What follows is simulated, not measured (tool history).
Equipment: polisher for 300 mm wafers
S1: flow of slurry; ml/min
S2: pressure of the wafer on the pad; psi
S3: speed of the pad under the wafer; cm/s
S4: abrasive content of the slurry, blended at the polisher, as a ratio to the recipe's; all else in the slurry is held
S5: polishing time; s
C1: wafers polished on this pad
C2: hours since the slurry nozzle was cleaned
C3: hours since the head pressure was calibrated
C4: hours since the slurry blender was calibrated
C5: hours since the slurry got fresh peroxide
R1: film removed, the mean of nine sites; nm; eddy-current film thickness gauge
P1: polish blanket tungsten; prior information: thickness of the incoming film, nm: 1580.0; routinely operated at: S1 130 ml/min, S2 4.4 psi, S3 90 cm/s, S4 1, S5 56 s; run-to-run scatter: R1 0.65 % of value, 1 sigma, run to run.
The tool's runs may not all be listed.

run,day,S1,S2,S3,S4,S5,C1,C2,C3,C4,C5,R1
1,0.304,130,4.4,90,1,56,643,336.9,95.6,332.4,125.2,318.57
2,0.571,130,2.4,90,1.4,56,719,343.3,102,338.8,131.6,188.68
# day 0.888: slurry tank refilled with fresh slurry and peroxide
3,0.954,130,4.4,90,1,56,829,352.5,111.2,348,1.7,320.56
4,1.212,80,4.4,90,1,56,904,358.7,117.4,354.2,7.9,285.53
5,1.462,160,4.4,90,1,71,975,364.7,123.4,360.2,13.9,427.2
6,1.667,130,2.7,90,1,56,1034,369.6,128.3,365.1,18.8,197.52
7,1.946,130,4.4,90,1,79,1114,376.3,135,371.8,25.5,447.01
8,2.288,130,4.4,60,1,56,1212,384.5,143.2,380,33.7,213.7
9,2.508,130,4.4,132,1,56,1275,389.8,148.5,385.3,39,467.23
10,2.788,130,4.4,90,1,56,1355,396.5,155.2,392,45.7,320.98
11,3.204,130,4.4,90,1,56,1475,406.5,165.2,402,55.7,321.84
12,3.417,130,4.4,90,1,32,1536,411.6,170.3,407.1,60.8,184.44
13,3.642,130,4.4,90,1.4,56,1601,417,175.7,412.5,66.2,349.68
14,3.933,185,4.4,90,1,27,1684,424,182.7,419.5,73.2,164.57
# day 4.138: slurry nozzle cleaned
15,4.304,130,4.4,90,0.5,56,1791,4.1,191.6,428.4,82.1,271.97
16,4.733,130,4.4,90,1,56,1914,14.4,201.9,438.7,92.4,322.82
17,4.962,130,6.9,90,1,56,1980,19.9,207.4,444.2,97.9,498.52
18,5.333,170,4.4,90,1,56,2086,28.8,216.3,453.1,106.8,335.08
19,5.721,130,4.4,90,1,56,2197,38.1,225.6,462.4,116.1,323.56
20,5.962,130,4.4,90,1,56,2267,43.9,231.4,468.2,121.9,321.82
21,6.267,130,4.4,90,1,56,2354,51.2,238.7,475.5,129.2,310.86
22,6.571,130,4.4,90,1,56,2441,58.5,246,482.8,136.5,302.03
23,6.779,130,4.4,90,1,56,2501,63.5,251,487.8,141.5,302.01
# day 7.062: worn pad replaced by a new one
24,7.117,130,4.4,90,1,56,15,71.6,259.1,495.9,149.6,298
25,7.433,130,4.4,90,1,56,106,79.2,266.7,503.5,157.2,294.05
26,7.65,130,4.4,90,1,56,168,84.4,271.9,508.7,162.4,291.3
27,8.054,130,4.4,90,1,56,284,94.1,281.6,518.4,172.1,290.22
# day 8.067: head pressure recalibrated
# day 8.138: slurry blender recalibrated
28,8.288,130,4.4,90,1,56,351,99.7,5.4,3.6,177.7,291.97
29,8.592,130,4.4,90,1,56,439,107,12.7,10.9,185,289.96
30,9.021,130,4.4,90,1,56,562,117.3,23,21.2,195.3,291.58

P1 has crept away from where it was. The log is fitted equally well by each of these 2 causes, at the sizes shown:
A: peroxide lost from the slurry, % = 23.9
B: slurry flow missing at the pad, % = 35.7
The process output started creeping at around day 5.962.
The rest of the possible causes, and what rules out each one:
removal rate lost through wear of the pad, %: was serviced at day 7.062, once the creep was under way, yet the earlier output never came back
head's pressure below its setpoint, %: was serviced at day 8.067, once the creep was under way, yet the earlier output never came back
abrasive missing from the slurry, %: was serviced at day 8.138, once the creep was under way, yet the earlier output never came back

Consider the 4 check runs below, whose results appear as question marks and each of which averages 3 wafers. Which one distinguishes the causes, in that each cause would give it a clearly different result?
check 1,9.45,130,4.4,90,0.8,56,,,,,,?
check 2,9.45,130,3.3,90,1,56,,,,,,?
check 3,9.45,130,4.4,90,0.85,56,,,,,,?
check 4,9.45,100,4.4,90,1,56,,,,,,?

What each check would give under each cause:
check,result,if A,if B
check 1,R1,273.3,273.32
check 2,R1,215.96,215.97
check 3,R1,277.18,277.19
check 4,R1,271.55,264.25
Per check, the gap between the least separated pair of causes, taken in the result that splits them most: check 1 0.01 %; check 2 0.01 %; check 3 0.01 %; check 4 2.73 %
Check 4 distinguishes between the causes, while the remaining checks would return nearly the same result for all of them.

The results of check 4 are: R1 266.27 nm. Based on these, which of the listed causes is it?

The correct cause is B, namely: slurry flow missing at the pad, %.
